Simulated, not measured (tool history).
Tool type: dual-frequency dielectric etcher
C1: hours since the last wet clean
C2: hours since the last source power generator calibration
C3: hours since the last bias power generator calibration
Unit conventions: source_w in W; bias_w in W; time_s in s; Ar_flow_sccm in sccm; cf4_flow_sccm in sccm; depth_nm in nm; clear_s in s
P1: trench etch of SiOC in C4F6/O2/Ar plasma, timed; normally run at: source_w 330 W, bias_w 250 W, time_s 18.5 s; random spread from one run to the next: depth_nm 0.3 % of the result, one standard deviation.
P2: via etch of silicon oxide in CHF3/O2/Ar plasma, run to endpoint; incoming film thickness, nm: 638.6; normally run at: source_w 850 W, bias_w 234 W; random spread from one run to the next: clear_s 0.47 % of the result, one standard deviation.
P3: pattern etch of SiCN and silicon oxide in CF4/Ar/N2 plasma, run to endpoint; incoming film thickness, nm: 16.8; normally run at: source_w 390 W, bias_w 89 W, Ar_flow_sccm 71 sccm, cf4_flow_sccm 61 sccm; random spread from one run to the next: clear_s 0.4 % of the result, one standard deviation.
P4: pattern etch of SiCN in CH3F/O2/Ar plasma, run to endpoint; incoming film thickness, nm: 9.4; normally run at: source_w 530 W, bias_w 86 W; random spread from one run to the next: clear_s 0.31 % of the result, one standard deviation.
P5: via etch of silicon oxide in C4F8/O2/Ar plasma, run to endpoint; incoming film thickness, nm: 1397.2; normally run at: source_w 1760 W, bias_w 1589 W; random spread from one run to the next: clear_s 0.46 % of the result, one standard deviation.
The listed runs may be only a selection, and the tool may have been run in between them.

run 1 hour=5.5 | process=P1 source_w=330 bias_w=250 time_s=18.5 | C1=418.8 C2=724.3 C3=845.9 | depth_nm=40.602
run 2 hour=9.2 | process=P1 source_w=330 bias_w=250 time_s=18.5 | C1=422.5 C2=728.0 C3=849.6 | depth_nm=40.564
run 3 hour=12.8 | process=P5 source_w=1180 bias_w=1589 | C1=426.1 C2=731.6 C3=853.2 | clear_s=373.750
run 4 hour=16.0 | process=P1 source_w=330 bias_w=250 time_s=18.5 | C1=429.3 C2=734.8 C3=856.4 | depth_nm=40.525
run 5 hour=19.4 | process=P4 source_w=530 bias_w=114 | C1=432.7 C2=738.2 C3=859.8 | clear_s=18.863
run 6 hour=23.2 | process=P1 source_w=250 bias_w=250 time_s=18.5 | C1=436.5 C2=742.0 C3=863.6 | depth_nm=36.529
run 7 hour=26.7 | process=P3 source_w=390 bias_w=89 Ar_flow_sccm=43 cf4_flow_sccm=61 | C1=440.0 C2=745.5 C3=867.1 | clear_s=18.797
run 8 hour=31.7 | process=P4 source_w=530 bias_w=86 | C1=445.0 C2=750.5 C3=872.1 | clear_s=20.950
run 9 hour=36.6 | process=P5 source_w=1760 bias_w=2167 | C1=449.9 C2=755.4 C3=877.0 | clear_s=290.860
run 10 hour=40.6 | process=P2 source_w=540 bias_w=234 | C1=453.9 C2=759.4 C3=881.0 | clear_s=316.590
run 11 hour=44.4 | process=P1 source_w=330 bias_w=347 time_s=25.0 | C1=457.7 C2=763.2 C3=884.8 | depth_nm=61.434
run 12 hour=49.7 | process=P4 source_w=530 bias_w=86 | C1=463.0 C2=768.5 C3=890.1 | clear_s=21.027
run 13 hour=55.6 | process=P1 source_w=330 bias_w=250 time_s=18.5 | C1=468.9 C2=774.4 C3=896.0 | depth_nm=40.622
run 14 hour=60.5 | process=P4 source_w=380 bias_w=86 | C1=473.8 C2=779.3 C3=900.9 | clear_s=23.920
run 15 hour=65.5 | process=P1 source_w=330 bias_w=250 time_s=18.5 | C1=478.8 C2=784.3 C3=905.9 | depth_nm=40.359
run 16 hour=70.7 | process=P5 source_w=1760 bias_w=1589 | C1=484.0 C2=789.5 C3=911.1 | clear_s=319.050
run 17 hour=74.8 | process=P1 source_w=430 bias_w=162 time_s=18.5 | C1=488.1 C2=793.6 C3=915.2 | depth_nm=38.950
run 18 hour=79.1 | process=P3 source_w=390 bias_w=89 Ar_flow_sccm=71 cf4_flow_sccm=61 | C1=492.4 C2=797.9 C3=919.5 | clear_s=19.901
run 19 hour=85.0 | process=P1 source_w=460 bias_w=250 time_s=18.5 | C1=498.3 C2=803.8 C3=925.4 | depth_nm=46.127
run 20 hour=89.6 | process=P1 source_w=330 bias_w=250 time_s=18.5 | C1=502.9 C2=808.4 C3=930.0 | depth_nm=40.762
run 21 hour=95.4 | process=P1 source_w=330 bias_w=353 time_s=18.5 | C1=508.7 C2=814.2 C3=935.8 | depth_nm=45.612
run 22 hour=100.4 | process=P1 source_w=330 bias_w=250 time_s=18.5 | C1=513.7 C2=819.2 C3=940.8 | depth_nm=40.401
run 23 hour=104.9 | process=P1 source_w=330 bias_w=250 time_s=24.0 | C1=518.2 C2=823.7 C3=945.3 | depth_nm=52.560
run 24 hour=108.2 | process=P2 source_w=850 bias_w=234 | C1=521.5 C2=827.0 C3=948.6 | clear_s=265.520
run 25 hour=112.4 | process=P1 source_w=330 bias_w=170 time_s=18.5 | C1=525.7 C2=831.2 C3=952.8 | depth_nm=35.768
run 26 hour=115.7 | process=P1 source_w=330 bias_w=250 time_s=13.5 | C1=529.0 C2=834.5 C3=956.1 | depth_nm=29.556
run 27 hour=119.8 | process=P3 source_w=390 bias_w=89 Ar_flow_sccm=71 cf4_flow_sccm=47 | C1=533.1 C2=838.6 C3=960.2 | clear_s=20.580
run 28 hour=124.9 | process=P2 source_w=850 bias_w=234 | C1=538.2 C2=843.7 C3=965.3 | clear_s=262.460

Forecast run 29:
run 29 hour=127.9 | process=P3 source_w=390 bias_w=53 Ar_flow_sccm=71 cf4_flow_sccm=61 | C1=541.2 C2=846.7 C3=968.3 | clear_s=?

{"run 29": {"clear_s": 23.594}}

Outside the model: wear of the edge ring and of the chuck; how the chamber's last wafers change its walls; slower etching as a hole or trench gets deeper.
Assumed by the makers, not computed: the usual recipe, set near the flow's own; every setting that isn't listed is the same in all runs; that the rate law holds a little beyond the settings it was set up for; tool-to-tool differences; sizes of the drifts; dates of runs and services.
